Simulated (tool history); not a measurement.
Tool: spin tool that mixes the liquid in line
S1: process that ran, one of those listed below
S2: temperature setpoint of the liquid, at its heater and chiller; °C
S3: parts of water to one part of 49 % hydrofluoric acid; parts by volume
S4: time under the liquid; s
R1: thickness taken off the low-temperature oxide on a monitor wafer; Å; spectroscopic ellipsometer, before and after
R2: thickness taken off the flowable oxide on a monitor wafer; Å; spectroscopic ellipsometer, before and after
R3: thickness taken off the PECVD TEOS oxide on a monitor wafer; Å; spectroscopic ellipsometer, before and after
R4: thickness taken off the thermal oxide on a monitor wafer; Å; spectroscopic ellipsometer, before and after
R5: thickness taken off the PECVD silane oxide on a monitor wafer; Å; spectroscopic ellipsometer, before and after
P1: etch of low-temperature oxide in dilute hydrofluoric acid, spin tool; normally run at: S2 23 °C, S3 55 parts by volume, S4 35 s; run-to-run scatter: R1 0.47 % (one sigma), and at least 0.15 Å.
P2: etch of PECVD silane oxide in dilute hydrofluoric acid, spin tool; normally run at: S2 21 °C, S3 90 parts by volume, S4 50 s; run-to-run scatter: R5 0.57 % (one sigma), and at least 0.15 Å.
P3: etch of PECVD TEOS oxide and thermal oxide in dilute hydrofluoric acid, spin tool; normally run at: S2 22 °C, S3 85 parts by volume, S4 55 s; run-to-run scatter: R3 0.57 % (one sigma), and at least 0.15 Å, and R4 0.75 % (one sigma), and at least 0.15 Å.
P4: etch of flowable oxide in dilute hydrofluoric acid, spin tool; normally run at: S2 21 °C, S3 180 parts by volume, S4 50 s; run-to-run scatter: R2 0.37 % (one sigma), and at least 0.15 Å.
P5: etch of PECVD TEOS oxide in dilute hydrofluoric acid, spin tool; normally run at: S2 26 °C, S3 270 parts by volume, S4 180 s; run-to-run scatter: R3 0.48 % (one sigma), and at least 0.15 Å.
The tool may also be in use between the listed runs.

run 1 hour=11.8 | S1=P1 S2=23 S3=55 S4=35 | R1=131.61
run 2 hour=18.1 | S1=P4 S2=21 S3=180 S4=50 | R2=65.557
run 3 hour=26.8 | S1=P1 S2=23 S3=55 S4=20 | R1=75.969
run 4 hour=40.1 | S1=P3 S2=22 S3=85 S4=55 | R3=130.87 R4=30.425
run 5 hour=50 | S1=P1 S2=23 S3=55 S4=35 | R1=131.23
run 6 hour=61.1 | S1=P1 S2=23 S3=20 S4=15 | R1=162.23
run 7 hour=71.9 | S1=P1 S2=23 S3=55 S4=35 | R1=132.04
run 8 hour=81.6 | S1=P1 S2=23 S3=30 S4=35 | R1=249.73
run 9 hour=93.1 | S1=P5 S2=26 S3=270 S4=295 | R3=134.37
run 10 hour=106.8 | S1=P3 S2=26.5 S3=85 S4=55 | R3=157.44 R4=36.514
run 11 hour=118.2 | S1=P1 S2=17.5 S3=55 S4=35 | R1=104.95
run 12 hour=130.5 | S1=P1 S2=30.5 S3=35 S4=35 | R1=290.8
run 13 hour=137.5 | S1=P2 S2=21 S3=90 S4=50 | R5=238.87
run 14 hour=147.8 | S1=P1 S2=23 S3=100 S4=35 | R1=68.364
run 15 hour=154.3 | S1=P1 S2=23 S3=55 S4=35 | R1=132.04
run 16 hour=164.3 | S1=P5 S2=26 S3=270 S4=180 | R3=81.756
run 17 hour=175 | S1=P3 S2=22 S3=85 S4=85 | R3=199.19 R4=46.349
run 18 hour=181.6 | S1=P1 S2=23 S3=55 S4=35 | R1=132.58
run 19 hour=192.5 | S1=P5 S2=26 S3=490 S4=180 | R3=36.819
run 20 hour=199.5 | S1=P2 S2=21 S3=55 S4=50 | R5=406.93
run 21 hour=213.7 | S1=P4 S2=21 S3=180 S4=50 | R2=65.928
run 22 hour=225.2 | S1=P2 S2=28 S3=90 S4=50 | R5=317.5
run 23 hour=232.6 | S1=P2 S2=21 S3=90 S4=15 | R5=71.926
run 24 hour=243.1 | S1=P4 S2=17 S3=180 S4=50 | R2=56.11
run 25 hour=249.5 | S1=P4 S2=21 S3=180 S4=15 | R2=19.962
run 26 hour=257.8 | S1=P1 S2=23 S3=55 S4=60 | R1=227.15
run 27 hour=267.3 | S1=P5 S2=34 S3=270 S4=180 | R3=106.63
run 28 hour=281.1 | S1=P1 S2=31 S3=55 S4=35 | R1=181.97
run 29 hour=294.9 | S1=P3 S2=22 S3=55 S4=55 | R3=208.47 R4=48.816
run 30 hour=303.3 | S1=P1 S2=23 S3=55 S4=35 | R1=131.77
run 31 hour=314.9 | S1=P4 S2=21 S3=105 S4=50 | R2=121.89
run 32 hour=326 | S1=P1 S2=23 S3=55 S4=35 | R1=132.74
run 33 hour=334.5 | S1=P1 S2=23 S3=55 S4=35 | R1=127.5
run 34 hour=345.8 | S1=P1 S2=23 S3=55 S4=35 | R1=124.92
run 35 hour=356 | S1=P1 S2=23 S3=55 S4=35 | R1=122.45
run 36 hour=363.8 | S1=P1 S2=23 S3=55 S4=35 | R1=122.83
run 37 hour=375.3 | S1=P1 S2=23 S3=55 S4=35 | R1=121.49
run 38 hour=384.9 | S1=P1 S2=23 S3=55 S4=35 | R1=121.35

What P1 gives has crept away from where it was. These 2 causes fit the log equally well, each at the size given:
A: liquid colder than its thermometer reads (K) = 1.9
B: hydrofluoric acid flow below the setpoint (%) = 7.07
The creep began at about hour 326.

4 check runs are offered, one wafer each, their results left as question marks. Which one tells the causes apart?
run check 1 hour=394.5 | S1=P2 S2=25 S3=90 S4=50 | R5=?
run check 2 hour=394.5 | S1=P3 S2=22 S3=60 S4=80 | R3=? R4=?
run check 3 hour=394.5 | S1=P4 S2=18 S3=180 S4=15 | R2=?
run check 4 hour=394.5 | S1=P5 S2=30.5 S3=405 S4=180 | R3=?

What each check would give under each cause:
check=check_1 result=R5 if_A=261.05 if_B=259.42
check=check_2 result=R3 if_A=255.84 if_B=255.98
check=check_2 result=R4 if_A=59.54 if_B=59.572
check=check_3 result=R2 if_A=16.22 if_B=16.063
check=check_4 result=R3 if_A=51.869 if_B=49.528
How far apart the two closest causes lie, in the result that separates them most: check 1 0.63 %; check 2 0.06 %; check 3 0.97 %; check 4 4.62 %
Only check 4 tells the causes apart: in the others they would give nearly the same result.

Then check 4 was run and gave: R3 51.967 Å. Which cause is it?

It is A: liquid colder than its thermometer reads (K).
